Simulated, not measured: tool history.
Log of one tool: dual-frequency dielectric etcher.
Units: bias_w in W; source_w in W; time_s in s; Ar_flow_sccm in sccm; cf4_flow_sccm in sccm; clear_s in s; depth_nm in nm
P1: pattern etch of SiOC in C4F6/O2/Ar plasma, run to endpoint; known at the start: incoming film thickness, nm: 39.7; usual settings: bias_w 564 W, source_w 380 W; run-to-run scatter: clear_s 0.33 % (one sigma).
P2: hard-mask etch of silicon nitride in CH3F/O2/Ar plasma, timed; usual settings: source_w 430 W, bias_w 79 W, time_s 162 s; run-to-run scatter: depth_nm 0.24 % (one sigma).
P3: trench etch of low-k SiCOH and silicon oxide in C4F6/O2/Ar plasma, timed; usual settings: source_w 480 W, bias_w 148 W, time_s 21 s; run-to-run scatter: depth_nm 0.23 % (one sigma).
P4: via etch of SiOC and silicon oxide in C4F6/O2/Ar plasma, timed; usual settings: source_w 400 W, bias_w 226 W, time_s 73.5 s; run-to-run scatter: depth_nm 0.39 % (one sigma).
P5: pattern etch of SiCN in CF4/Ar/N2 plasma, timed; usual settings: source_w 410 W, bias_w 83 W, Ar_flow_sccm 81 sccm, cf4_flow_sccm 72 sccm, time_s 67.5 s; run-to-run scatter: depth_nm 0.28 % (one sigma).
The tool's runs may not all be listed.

{"run": 1, "day": 0.467, "process": "P1", "bias_w": 564, "source_w": 380, "clear_s": 12.83}
{"run": 2, "day": 0.912, "process": "P1", "bias_w": 737, "source_w": 520, "clear_s": 10.327}
{"run": 3, "day": 1.492, "process": "P4", "bias_w": 226, "source_w": 400, "time_s": 46, "depth_nm": 56.663}
{"run": 4, "day": 2.121, "process": "P1", "bias_w": 434, "source_w": 380, "clear_s": 14.274}
{"run": 5, "day": 2.6, "process": "P1", "bias_w": 564, "source_w": 270, "clear_s": 14.618}
{"run": 6, "day": 2.988, "process": "P1", "bias_w": 766, "source_w": 540, "clear_s": 10.058}
{"run": 7, "day": 3.662, "process": "P3", "bias_w": 148, "source_w": 480, "time_s": 21, "depth_nm": 63.287}
{"run": 8, "day": 4.183, "process": "P2", "bias_w": 51, "source_w": 430, "time_s": 162, "depth_nm": 104.45}
{"run": 9, "day": 4.804, "process": "P4", "bias_w": 135, "source_w": 400, "time_s": 73.5, "depth_nm": 76.899}
{"run": 10, "day": 5.2, "process": "P2", "bias_w": 79, "source_w": 250, "time_s": 162, "depth_nm": 98.158}
{"run": 11, "day": 5.5, "process": "P1", "bias_w": 564, "source_w": 380, "clear_s": 12.826}
{"run": 12, "day": 6.138, "process": "P3", "bias_w": 148, "source_w": 480, "time_s": 11.5, "depth_nm": 34.674}
{"run": 13, "day": 6.696, "process": "P5", "bias_w": 65, "source_w": 410, "time_s": 67.5, "Ar_flow_sccm": 81, "cf4_flow_sccm": 72, "depth_nm": 53.946}
{"run": 14, "day": 7.138, "process": "P1", "bias_w": 564, "source_w": 380, "clear_s": 12.821}
{"run": 15, "day": 7.517, "process": "P3", "bias_w": 148, "source_w": 680, "time_s": 21, "depth_nm": 72.695}
{"run": 16, "day": 8.038, "process": "P4", "bias_w": 226, "source_w": 400, "time_s": 73.5, "depth_nm": 90.55}
{"run": 17, "day": 8.388, "process": "P1", "bias_w": 564, "source_w": 380, "clear_s": 12.866}
{"run": 18, "day": 8.704, "process": "P4", "bias_w": 226, "source_w": 400, "time_s": 73.5, "depth_nm": 90.399}
{"run": 19, "day": 9.071, "process": "P4", "bias_w": 226, "source_w": 300, "time_s": 73.5, "depth_nm": 81.123}
{"run": 20, "day": 9.429, "process": "P5", "bias_w": 83, "source_w": 520, "time_s": 67.5, "Ar_flow_sccm": 81, "cf4_flow_sccm": 72, "depth_nm": 72.54}
{"run": 21, "day": 9.854, "process": "P1", "bias_w": 675, "source_w": 380, "clear_s": 12.045}
{"run": 22, "day": 10.488, "process": "P1", "bias_w": 564, "source_w": 490, "clear_s": 11.724}
{"run": 23, "day": 10.804, "process": "P5", "bias_w": 83, "source_w": 410, "time_s": 67.5, "Ar_flow_sccm": 81, "cf4_flow_sccm": 47, "depth_nm": 55.625}
{"run": 24, "day": 11.438, "process": "P5", "bias_w": 83, "source_w": 410, "time_s": 67.5, "Ar_flow_sccm": 108, "cf4_flow_sccm": 72, "depth_nm": 56.564}
{"run": 25, "day": 11.817, "process": "P1", "bias_w": 420, "source_w": 290, "clear_s": 15.924}
{"run": 26, "day": 12.292, "process": "P2", "bias_w": 79, "source_w": 430, "time_s": 230, "depth_nm": 170.38}
{"run": 27, "day": 12.912, "process": "P5", "bias_w": 83, "source_w": 410, "time_s": 67.5, "Ar_flow_sccm": 81, "cf4_flow_sccm": 72, "depth_nm": 59.092}
{"run": 28, "day": 13.596, "process": "P2", "bias_w": 79, "source_w": 430, "time_s": 162, "depth_nm": 120.4}
{"run": 29, "day": 14.133, "process": "P3", "bias_w": 198, "source_w": 480, "time_s": 21, "depth_nm": 69.278}
{"run": 30, "day": 14.562, "process": "P5", "bias_w": 83, "source_w": 410, "time_s": 95.5, "Ar_flow_sccm": 81, "cf4_flow_sccm": 72, "depth_nm": 83.133}
{"run": 31, "day": 15.129, "process": "P1", "bias_w": 564, "source_w": 380, "clear_s": 12.893}
{"run": 32, "day": 15.583, "process": "P1", "bias_w": 564, "source_w": 380, "clear_s": 12.854}
{"run": 33, "day": 16.158, "process": "P1", "bias_w": 564, "source_w": 380, "clear_s": 12.733}
{"run": 34, "day": 16.708, "process": "P1", "bias_w": 564, "source_w": 380, "clear_s": 12.774}
{"run": 35, "day": 17.067, "process": "P1", "bias_w": 564, "source_w": 380, "clear_s": 12.697}
{"day": 17.108, "done": "wet clean of the chamber"}
{"run": 36, "day": 17.588, "process": "P1", "bias_w": 564, "source_w": 380, "clear_s": 12.654}
{"run": 37, "day": 18.171, "process": "P1", "bias_w": 564, "source_w": 380, "clear_s": 12.72}
{"run": 38, "day": 18.842, "process": "P1", "bias_w": 564, "source_w": 380, "clear_s": 12.653}
{"run": 39, "day": 19.238, "process": "P1", "bias_w": 564, "source_w": 380, "clear_s": 12.7}

What P1 gives has crept away from where it was. These 2 causes fit the log equally well, each at the size given:
A: source power that arrives over what is set, % = 4.64
B: bias power that arrives over what is set, % = 4.46
The creep began at about day 15.129.
Why every other cause is out:
chamber walls in a state that raises the etch rate, %: serviced at day 17.108, which brought nothing back

4 check runs are offered, one wafer each, their results left as question marks. Which one tells the causes apart?
{"run": "check 1", "day": 19.633, "process": "P5", "bias_w": 83, "source_w": 500, "time_s": 67.5, "Ar_flow_sccm": 81, "cf4_flow_sccm": 51, "depth_nm": "?"}
{"run": "check 2", "day": 19.633, "process": "P3", "bias_w": 148, "source_w": 620, "time_s": 14.5, "depth_nm": "?"}
{"run": "check 3", "day": 19.633, "process": "P4", "bias_w": 226, "source_w": 330, "time_s": 58.5, "depth_nm": "?"}
{"run": "check 4", "day": 19.633, "process": "P2", "bias_w": 79, "source_w": 280, "time_s": 226, "depth_nm": "?"}

What each check would give under each cause:
check=check_1 result=depth_nm if_A=69.479 if_B=67.838
check=check_2 result=depth_nm if_A=49.289 if_B=49.029
check=check_3 result=depth_nm if_A=68.114 if_B=67.955
check=check_4 result=depth_nm if_A=145.28 if_B=145.1
How far apart the two closest causes lie, in the result that separates them most: check 1 2.39 %; check 2 0.53 %; check 3 0.23 %; check 4 0.12 %
Only check 1 tells the causes apart: in the others they would give nearly the same result.

Check 1 was then run and gave: depth_nm 69.662 nm. Which cause is it?

It is A: source power that arrives over what is set, %.
